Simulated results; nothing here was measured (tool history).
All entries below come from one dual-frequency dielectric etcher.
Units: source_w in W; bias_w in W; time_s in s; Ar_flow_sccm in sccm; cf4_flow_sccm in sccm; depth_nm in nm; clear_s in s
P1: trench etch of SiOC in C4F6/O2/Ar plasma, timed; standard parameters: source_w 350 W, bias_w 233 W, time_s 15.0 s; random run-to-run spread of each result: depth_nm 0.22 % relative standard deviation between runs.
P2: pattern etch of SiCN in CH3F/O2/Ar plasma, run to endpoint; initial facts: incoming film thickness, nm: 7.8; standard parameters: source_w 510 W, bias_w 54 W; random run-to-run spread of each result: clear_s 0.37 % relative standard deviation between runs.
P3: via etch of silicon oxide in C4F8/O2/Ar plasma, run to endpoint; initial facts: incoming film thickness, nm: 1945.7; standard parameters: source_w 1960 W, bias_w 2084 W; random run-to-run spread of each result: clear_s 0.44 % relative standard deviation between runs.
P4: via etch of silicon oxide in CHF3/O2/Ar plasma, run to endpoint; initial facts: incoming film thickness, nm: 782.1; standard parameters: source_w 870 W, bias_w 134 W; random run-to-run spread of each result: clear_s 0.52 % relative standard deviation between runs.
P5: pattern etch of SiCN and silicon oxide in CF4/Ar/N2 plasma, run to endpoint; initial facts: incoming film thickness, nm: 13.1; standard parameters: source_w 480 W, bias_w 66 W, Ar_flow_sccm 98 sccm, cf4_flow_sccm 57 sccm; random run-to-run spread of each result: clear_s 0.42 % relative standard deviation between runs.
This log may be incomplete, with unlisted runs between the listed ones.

Run 1, hour 12.9: process P1, source_w 350 W, bias_w 233 W, time_s 15.0 s. Result: depth_nm 33.065 nm.
Run 2, hour 26.4: process P1, source_w 350 W, bias_w 233 W, time_s 15.0 s. Result: depth_nm 33.043 nm.
Run 3, hour 34.4: process P1, source_w 350 W, bias_w 233 W, time_s 8.5 s. Result: depth_nm 18.632 nm.
Run 4, hour 44.9: process P1, source_w 350 W, bias_w 233 W, time_s 15.0 s. Result: depth_nm 32.949 nm.
Run 5, hour 56.4: process P1, source_w 350 W, bias_w 233 W, time_s 19.0 s. Result: depth_nm 41.681 nm.
Run 6, hour 62.6: process P3, source_w 1580 W, bias_w 2084 W. Result: clear_s 420.650 s.
Run 7, hour 70.7: process P2, source_w 510 W, bias_w 54 W. Result: clear_s 20.586 s.
Run 8, hour 77.6: process P1, source_w 350 W, bias_w 233 W, time_s 15.0 s. Result: depth_nm 32.992 nm.
Run 9, hour 88.8: process P5, source_w 480 W, bias_w 66 W, Ar_flow_sccm 98 sccm, cf4_flow_sccm 57 sccm. Result: clear_s 15.409 s.
Run 10, hour 98.7: process P5, source_w 480 W, bias_w 66 W, Ar_flow_sccm 61 sccm, cf4_flow_sccm 57 sccm. Result: clear_s 14.225 s.
Run 11, hour 107.1: process P5, source_w 480 W, bias_w 66 W, Ar_flow_sccm 98 sccm, cf4_flow_sccm 42 sccm. Result: clear_s 16.155 s.
Run 12, hour 119.3: process P5, source_w 570 W, bias_w 66 W, Ar_flow_sccm 98 sccm, cf4_flow_sccm 57 sccm. Result: clear_s 13.148 s.
Run 13, hour 130.7: process P4, source_w 870 W, bias_w 134 W. Result: clear_s 371.360 s.
Run 14, hour 137.6: process P4, source_w 870 W, bias_w 95 W. Result: clear_s 406.180 s.
Run 15, hour 148.6: process P1, source_w 480 W, bias_w 233 W, time_s 15.0 s. Result: depth_nm 37.112 nm.
Run 16, hour 161.8: process P2, source_w 380 W, bias_w 54 W. Result: clear_s 23.058 s.
Run 17, hour 170.6: process P1, source_w 350 W, bias_w 306 W, time_s 15.0 s. Result: depth_nm 36.190 nm.
Run 18, hour 178.6: process P3, source_w 1960 W, bias_w 2084 W. Result: clear_s 384.920 s.
Run 19, hour 186.9: process P1, source_w 350 W, bias_w 179 W, time_s 15.0 s. Result: depth_nm 30.291 nm.
At hour 189.4: wet clean of the chamber.
Run 20, hour 194.3: process P5, source_w 480 W, bias_w 92 W, Ar_flow_sccm 98 sccm, cf4_flow_sccm 57 sccm. Result: clear_s 13.582 s.
Run 21, hour 203.8: process P4, source_w 670 W, bias_w 134 W. Result: clear_s 409.630 s.
Run 22, hour 215.4: process P2, source_w 510 W, bias_w 38 W. Result: clear_s 23.058 s.
Run 23, hour 224.2: process P1, source_w 440 W, bias_w 174 W, time_s 15.0 s. Result: depth_nm 32.723 nm.
Run 24, hour 231.2: process P3, source_w 1960 W, bias_w 1424 W. Result: clear_s 429.710 s.
Run 25, hour 243.7: process P1, source_w 350 W, bias_w 233 W, time_s 15.0 s. Result: depth_nm 33.064 nm.
Run 26, hour 255.2: process P1, source_w 220 W, bias_w 233 W, time_s 15.0 s. Result: depth_nm 27.660 nm.
Run 27, hour 265.2: process P3, source_w 1960 W, bias_w 2084 W. Result: clear_s 386.430 s.
Run 28, hour 275.8: process P4, source_w 870 W, bias_w 134 W. Result: clear_s 371.580 s.
Run 29, hour 283.9: process P1, source_w 350 W, bias_w 233 W, time_s 15.0 s. Result: depth_nm 33.017 nm.
Run 30, hour 294.6: process P1, source_w 350 W, bias_w 233 W, time_s 15.0 s. Result: depth_nm 32.809 nm.

Run 31, settings as shown, results not yet in. Your forecast:
Run 31, hour 302.4: process P1, source_w 350 W, bias_w 233 W, time_s 15.0 s. Result: depth_nm ?.

Run 31 gave depth_nm 32.657 nm.

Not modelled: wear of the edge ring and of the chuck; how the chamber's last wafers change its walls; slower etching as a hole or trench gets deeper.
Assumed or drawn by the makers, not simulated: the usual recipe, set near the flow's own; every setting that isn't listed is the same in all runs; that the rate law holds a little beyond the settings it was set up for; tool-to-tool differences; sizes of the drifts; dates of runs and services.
